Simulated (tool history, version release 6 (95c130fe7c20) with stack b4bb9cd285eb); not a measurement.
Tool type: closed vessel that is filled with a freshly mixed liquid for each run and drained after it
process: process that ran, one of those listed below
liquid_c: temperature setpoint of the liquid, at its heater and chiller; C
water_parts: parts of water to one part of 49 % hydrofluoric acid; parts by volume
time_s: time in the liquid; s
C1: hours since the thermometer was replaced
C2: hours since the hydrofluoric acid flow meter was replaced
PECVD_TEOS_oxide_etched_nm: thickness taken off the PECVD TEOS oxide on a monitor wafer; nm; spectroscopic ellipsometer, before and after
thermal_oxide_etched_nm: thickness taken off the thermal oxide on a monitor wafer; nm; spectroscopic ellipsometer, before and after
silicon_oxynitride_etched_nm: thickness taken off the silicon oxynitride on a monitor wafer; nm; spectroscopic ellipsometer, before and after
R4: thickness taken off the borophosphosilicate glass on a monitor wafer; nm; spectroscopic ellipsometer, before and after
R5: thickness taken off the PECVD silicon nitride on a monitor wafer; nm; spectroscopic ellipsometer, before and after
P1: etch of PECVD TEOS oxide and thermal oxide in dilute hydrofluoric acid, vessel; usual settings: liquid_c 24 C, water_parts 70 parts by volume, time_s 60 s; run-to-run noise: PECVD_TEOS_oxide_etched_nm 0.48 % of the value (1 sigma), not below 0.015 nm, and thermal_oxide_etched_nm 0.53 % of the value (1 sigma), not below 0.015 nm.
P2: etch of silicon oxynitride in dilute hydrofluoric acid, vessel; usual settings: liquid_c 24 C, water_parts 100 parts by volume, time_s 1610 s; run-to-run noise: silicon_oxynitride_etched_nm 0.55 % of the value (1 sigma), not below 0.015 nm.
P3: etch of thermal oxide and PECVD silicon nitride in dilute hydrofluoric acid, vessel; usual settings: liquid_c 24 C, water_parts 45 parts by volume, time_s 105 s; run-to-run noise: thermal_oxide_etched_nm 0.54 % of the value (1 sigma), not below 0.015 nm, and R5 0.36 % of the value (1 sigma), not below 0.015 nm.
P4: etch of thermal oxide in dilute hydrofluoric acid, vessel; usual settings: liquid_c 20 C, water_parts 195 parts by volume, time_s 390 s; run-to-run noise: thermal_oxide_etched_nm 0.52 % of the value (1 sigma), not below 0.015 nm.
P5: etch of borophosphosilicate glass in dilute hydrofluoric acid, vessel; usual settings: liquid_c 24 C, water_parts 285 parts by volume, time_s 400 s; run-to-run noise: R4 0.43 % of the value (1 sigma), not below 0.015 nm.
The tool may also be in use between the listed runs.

run 1 hour=4.2 | process=P1 liquid_c=24 water_parts=70 time_s=60 | C1=206.2 C2=192.7 | PECVD_TEOS_oxide_etched_nm=15.545 thermal_oxide_etched_nm=4.3371
run 2 hour=7.5 | process=P1 liquid_c=24 water_parts=70 time_s=60 | C1=209.5 C2=196 | PECVD_TEOS_oxide_etched_nm=15.613 thermal_oxide_etched_nm=4.3275
run 3 hour=11.3 | process=P2 liquid_c=24 water_parts=180 time_s=1610 | C1=213.3 C2=199.8 | silicon_oxynitride_etched_nm=13.805
run 4 hour=14.6 | process=P1 liquid_c=24 water_parts=70 time_s=105 | C1=216.6 C2=203.1 | PECVD_TEOS_oxide_etched_nm=27.258 thermal_oxide_etched_nm=7.5461
run 5 hour=18.5 | process=P5 liquid_c=24 water_parts=285 time_s=400 | C1=220.5 C2=207 | R4=44.318
run 6 hour=20.4 | process=P1 liquid_c=17.5 water_parts=70 time_s=60 | C1=222.4 C2=208.9 | PECVD_TEOS_oxide_etched_nm=11.899 thermal_oxide_etched_nm=3.3261
run 7 hour=24.4 | process=P3 liquid_c=24 water_parts=45 time_s=205 | C1=226.4 C2=212.9 | thermal_oxide_etched_nm=23.175 R5=11.982
run 8 hour=28.4 | process=P1 liquid_c=30 water_parts=70 time_s=30 | C1=230.4 C2=216.9 | PECVD_TEOS_oxide_etched_nm=9.846 thermal_oxide_etched_nm=2.7172
run 9 hour=31.2 | process=P4 liquid_c=20 water_parts=330 time_s=390 | C1=233.2 C2=219.7 | thermal_oxide_etched_nm=3.7751
run 10 hour=34.9 | process=P4 liquid_c=20 water_parts=195 time_s=390 | C1=236.9 C2=223.4 | thermal_oxide_etched_nm=7.2178
run 11 hour=38.7 | process=P3 liquid_c=24 water_parts=75 time_s=105 | C1=240.7 C2=227.2 | thermal_oxide_etched_nm=6.8594 R5=3.7047
run 12 hour=42.8 | process=P2 liquid_c=19.5 water_parts=100 time_s=1610 | C1=244.8 C2=231.3 | silicon_oxynitride_etched_nm=21.352
run 13 hour=47.1 | process=P2 liquid_c=24 water_parts=100 time_s=1610 | C1=249.1 C2=235.6 | silicon_oxynitride_etched_nm=26.429
run 14 hour=51.3 | process=P4 liquid_c=20 water_parts=195 time_s=125 | C1=253.3 C2=239.8 | thermal_oxide_etched_nm=2.3413
run 15 hour=54.4 | process=P4 liquid_c=17 water_parts=195 time_s=390 | C1=256.4 C2=242.9 | thermal_oxide_etched_nm=6.3922
run 16 hour=57.2 | process=P1 liquid_c=24 water_parts=25 time_s=60 | C1=259.2 C2=245.7 | PECVD_TEOS_oxide_etched_nm=46.156 thermal_oxide_etched_nm=12.779
run 17 hour=61.5 | process=P1 liquid_c=24 water_parts=120 time_s=60 | C1=263.5 C2=250 | PECVD_TEOS_oxide_etched_nm=8.5714 thermal_oxide_etched_nm=2.3896
run 18 hour=64 | process=P1 liquid_c=24 water_parts=70 time_s=60 | C1=266 C2=252.5 | PECVD_TEOS_oxide_etched_nm=15.536 thermal_oxide_etched_nm=4.362
-- hour=66.7 thermometer replaced
run 19 hour=67.2 | process=P1 liquid_c=24 water_parts=70 time_s=60 | C1=0.6 C2=255.7 | PECVD_TEOS_oxide_etched_nm=15.611 thermal_oxide_etched_nm=4.3483
run 20 hour=70.7 | process=P5 liquid_c=24 water_parts=285 time_s=400 | C1=4.1 C2=259.2 | R4=44.02
run 21 hour=73.1 | process=P5 liquid_c=17.5 water_parts=285 time_s=400 | C1=6.5 C2=261.6 | R4=34.754
run 22 hour=75.3 | process=P3 liquid_c=24 water_parts=45 time_s=105 | C1=8.7 C2=263.8 | thermal_oxide_etched_nm=11.952 R5=6.1097
run 23 hour=78.9 | process=P2 liquid_c=24 water_parts=100 time_s=710 | C1=12.3 C2=267.4 | silicon_oxynitride_etched_nm=11.656
run 24 hour=81.6 | process=P4 liquid_c=20 water_parts=195 time_s=390 | C1=15 C2=270.1 | thermal_oxide_etched_nm=7.1472
run 25 hour=84.6 | process=P3 liquid_c=24 water_parts=45 time_s=105 | C1=18 C2=273.1 | thermal_oxide_etched_nm=11.963 R5=6.1273
run 26 hour=86.6 | process=P5 liquid_c=24 water_parts=60 time_s=400 | C1=20 C2=275.1 | R4=268.66
run 27 hour=90.3 | process=P1 liquid_c=29 water_parts=70 time_s=60 | C1=23.7 C2=278.8 | PECVD_TEOS_oxide_etched_nm=18.888 thermal_oxide_etched_nm=5.2764
run 28 hour=92.4 | process=P1 liquid_c=24 water_parts=70 time_s=30 | C1=25.8 C2=280.9 | PECVD_TEOS_oxide_etched_nm=7.8285 thermal_oxide_etched_nm=2.1199
run 29 hour=96.3 | process=P5 liquid_c=24 water_parts=285 time_s=30 | C1=29.7 C2=284.8 | R4=3.2921
run 30 hour=98.9 | process=P2 liquid_c=24 water_parts=100 time_s=1610 | C1=32.3 C2=287.4 | silicon_oxynitride_etched_nm=26.791
run 31 hour=100.9 | process=P3 liquid_c=17 water_parts=45 time_s=105 | C1=34.3 C2=289.4 | thermal_oxide_etched_nm=8.7567 R5=3.7902
run 32 hour=105 | process=P1 liquid_c=24 water_parts=70 time_s=60 | C1=38.4 C2=293.5 | PECVD_TEOS_oxide_etched_nm=15.55 thermal_oxide_etched_nm=4.2981
run 33 hour=107.5 | process=P1 liquid_c=24 water_parts=70 time_s=60 | C1=40.9 C2=296 | PECVD_TEOS_oxide_etched_nm=15.983 thermal_oxide_etched_nm=4.4486
run 34 hour=110.8 | process=P1 liquid_c=24 water_parts=70 time_s=60 | C1=44.2 C2=299.3 | PECVD_TEOS_oxide_etched_nm=16.444 thermal_oxide_etched_nm=4.5061
run 35 hour=114.5 | process=P1 liquid_c=24 water_parts=70 time_s=60 | C1=47.9 C2=303 | PECVD_TEOS_oxide_etched_nm=16.601 thermal_oxide_etched_nm=4.6262
run 36 hour=118.6 | process=P1 liquid_c=24 water_parts=70 time_s=60 | C1=52 C2=307.1 | PECVD_TEOS_oxide_etched_nm=16.858 thermal_oxide_etched_nm=4.6869
run 37 hour=120.7 | process=P1 liquid_c=24 water_parts=70 time_s=60 | C1=54.1 C2=309.2 | PECVD_TEOS_oxide_etched_nm=16.805 thermal_oxide_etched_nm=4.6908
run 38 hour=123.2 | process=P1 liquid_c=24 water_parts=70 time_s=60 | C1=56.6 C2=311.7 | PECVD_TEOS_oxide_etched_nm=17 thermal_oxide_etched_nm=4.6934
run 39 hour=126.5 | process=P1 liquid_c=24 water_parts=70 time_s=60 | C1=59.9 C2=315 | PECVD_TEOS_oxide_etched_nm=16.91 thermal_oxide_etched_nm=4.6901
run 40 hour=130.8 | process=P1 liquid_c=24 water_parts=70 time_s=60 | C1=64.2 C2=319.3 | PECVD_TEOS_oxide_etched_nm=17.038 thermal_oxide_etched_nm=4.7011

What P1 gives has crept away from where it was. These 2 causes fit the log equally well, each at the size given:
A: hydrofluoric acid flow above the setpoint (%) = 8.33
B: liquid hotter than its thermometer reads (K) = 2.17
Creep in the process output first set in at about hour 105.

Which of the 4 check runs listed below separates the causes, so that each cause would produce a clearly different result? Each run uses one wafer, and its results are marked with question marks.
run check 1 hour=135.1 | process=P2 liquid_c=24 water_parts=145 time_s=975 | silicon_oxynitride_etched_nm=?
run check 2 hour=135.1 | process=P4 liquid_c=17 water_parts=195 time_s=180 | thermal_oxide_etched_nm=?
run check 3 hour=135.1 | process=P3 liquid_c=21 water_parts=45 time_s=195 | thermal_oxide_etched_nm=? R5=?
run check 4 hour=135.1 | process=P5 liquid_c=24 water_parts=70 time_s=30 | R4=?

Outcome of each check run for each possible cause:
check=check_1 result=silicon_oxynitride_etched_nm if_A=11.695 if_B=11.811
check=check_2 result=thermal_oxide_etched_nm if_A=3.261 if_B=3.2347
check=check_3 result=thermal_oxide_etched_nm if_A=21.097 if_B=21.239
check=check_3 result=R5 if_A=10.02 if_B=10.758
check=check_4 result=R4 if_A=18.632 if_B=18.635
Gap, in per cent, between the two causes that each check separates least, read from the result that separates them most: check 1 0.99 %; check 2 0.81 %; check 3 7.1 %; check 4 0.02 %
The other checks would show nearly matching results whichever cause is true, so check 3 is the only one that separates the causes.

Here is what check 3 returned: thermal_oxide_etched_nm 21.503 nm; R5 10.702 nm. Which cause is it?

Of the candidate causes, it is B: liquid hotter than its thermometer reads (K).
